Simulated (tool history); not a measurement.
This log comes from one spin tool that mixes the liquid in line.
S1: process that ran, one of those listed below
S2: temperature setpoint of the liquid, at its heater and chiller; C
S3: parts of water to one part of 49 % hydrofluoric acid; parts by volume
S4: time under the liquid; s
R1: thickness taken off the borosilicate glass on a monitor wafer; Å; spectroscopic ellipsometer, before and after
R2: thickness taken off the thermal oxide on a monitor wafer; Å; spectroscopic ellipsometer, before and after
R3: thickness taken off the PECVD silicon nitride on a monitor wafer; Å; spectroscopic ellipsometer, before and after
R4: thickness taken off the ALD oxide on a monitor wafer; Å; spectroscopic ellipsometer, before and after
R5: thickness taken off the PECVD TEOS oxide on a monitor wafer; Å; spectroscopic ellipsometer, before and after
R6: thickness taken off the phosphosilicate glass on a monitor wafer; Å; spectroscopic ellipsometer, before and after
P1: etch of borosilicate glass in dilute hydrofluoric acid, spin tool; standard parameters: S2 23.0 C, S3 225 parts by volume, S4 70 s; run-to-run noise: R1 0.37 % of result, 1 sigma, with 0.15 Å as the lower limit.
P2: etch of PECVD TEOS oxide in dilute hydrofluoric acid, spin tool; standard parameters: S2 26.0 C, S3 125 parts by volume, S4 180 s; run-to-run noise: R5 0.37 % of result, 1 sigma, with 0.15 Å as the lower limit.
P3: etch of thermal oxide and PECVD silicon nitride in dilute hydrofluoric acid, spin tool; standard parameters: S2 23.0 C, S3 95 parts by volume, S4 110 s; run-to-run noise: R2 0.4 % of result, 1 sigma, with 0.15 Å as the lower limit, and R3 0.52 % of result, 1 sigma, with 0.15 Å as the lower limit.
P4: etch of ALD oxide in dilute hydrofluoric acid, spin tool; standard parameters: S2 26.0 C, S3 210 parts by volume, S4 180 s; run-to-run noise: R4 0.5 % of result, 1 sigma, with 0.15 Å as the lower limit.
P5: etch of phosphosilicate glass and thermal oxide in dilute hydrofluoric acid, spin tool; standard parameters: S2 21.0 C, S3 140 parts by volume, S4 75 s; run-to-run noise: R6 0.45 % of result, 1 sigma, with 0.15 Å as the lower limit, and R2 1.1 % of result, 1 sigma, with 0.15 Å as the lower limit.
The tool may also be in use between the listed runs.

run	day	S1	S2	S3	S4	R1	R2	R3	R4	R5	R6
1	0.154	P1	23.0	225	70	88.841					
2	0.333	P3	23.0	40	110		142.880	106.990			
3	0.450	P3	23.0	95	110		56.173	45.725			
4	0.567	P1	23.0	360	70	48.463					
5	0.742	P4	26.0	210	360				160.920		
6	0.938	P2	26.0	220	180					106.53	
7	1.038	P1	23.0	225	70	88.633					
# day 1.079: thermometer replaced
# day 1.208: hydrofluoric acid flow meter replaced
8	1.262	P1	23.0	225	105	133.610					
9	1.396	P3	23.0	95	165		85.154	69.045			
10	1.592	P5	21.0	205	75		14.269				329.17
11	1.742	P4	26.0	365	180				39.607		
12	1.838	P1	17.5	225	15	15.762					
13	2.004	P5	17.0	140	75		18.928				440.03
14	2.196	P2	26.0	125	180					208.37	
15	2.358	P3	18.5	95	110		46.795	33.519			
16	2.562	P1	23.0	225	70	88.838					
17	2.667	P1	23.0	85	70	273.670					
18	2.779	P1	17.0	225	45	45.596					
19	2.879	P2	21.5	125	180					175.19	
20	3.021	P2	26.0	125	330					386.64	
21	3.246	P1	23.0	225	15	19.303					
22	3.388	P1	23.0	225	70	88.692					
23	3.600	P5	21.0	140	130		38.851				892.51
24	3.742	P1	29.5	225	70	110.620					
25	3.904	P1	23.0	225	70	88.817					
26	4.104	P4	30.5	210	180				94.763		
27	4.221	P1	17.0	225	70	70.309					
28	4.338	P4	26.0	210	180				81.350		
29	4.529	P5	21.0	140	75		22.961				519.18
30	4.717	P1	23.0	375	95	62.534					
31	4.917	P3	23.0	95	110		56.007	45.638			
32	5.017	P1	23.0	225	70	88.717					
33	5.117	P1	23.0	225	70	89.910					
34	5.333	P1	23.0	225	70	92.961					
35	5.458	P1	23.0	225	70	93.541					
36	5.592	P1	23.0	225	70	93.551					
37	5.708	P1	23.0	225	70	94.565					
38	5.821	P1	23.0	225	70	93.627					
39	6.012	P1	23.0	225	70	94.604					

The log shows P1 creeping away from where it was. Any of the 2 causes listed here, at the size stated for it, fits the log just as well as the others:
A: liquid hotter than its thermometer reads (K) = 1.76
B: hydrofluoric acid flow above the setpoint (%) = 5.35
At approximately day 5.017, the process output began to creep.

Consider the 4 single-wafer check runs listed below, results given as question marks: which one distinguishes between the causes by giving clearly different results for each?
check 1	6.204	P4	26.0	210	180				?		
check 2	6.204	P2	26.0	125	180					?	
check 3	6.204	P3	23.0	95	110		?	?			
check 4	6.204	P5	21.0	140	75		?				?

Check results expected under each cause:
check	result	if A	if B
check 1	R4	86.049	86.174
check 2	R5	223.76	222.30
check 3	R2	60.430	59.701
check 3	R3	51.413	48.172
check 4	R2	24.296	24.070
check 4	R6	554.11	548.95
Gap, in per cent, between the two causes that each check separates least, read from the result that separates them most: check 1 0.15 %; check 2 0.65 %; check 3 6.51 %; check 4 0.94 %
Of the check runs offered, only check 3 discriminates between the causes; the rest would read about the same regardless of which cause applies.

Then check 3 was run and gave: R2 60.248 Å; R3 51.403 Å. Which cause is it?

Of the candidate causes, it is A: liquid hotter than its thermometer reads (K).

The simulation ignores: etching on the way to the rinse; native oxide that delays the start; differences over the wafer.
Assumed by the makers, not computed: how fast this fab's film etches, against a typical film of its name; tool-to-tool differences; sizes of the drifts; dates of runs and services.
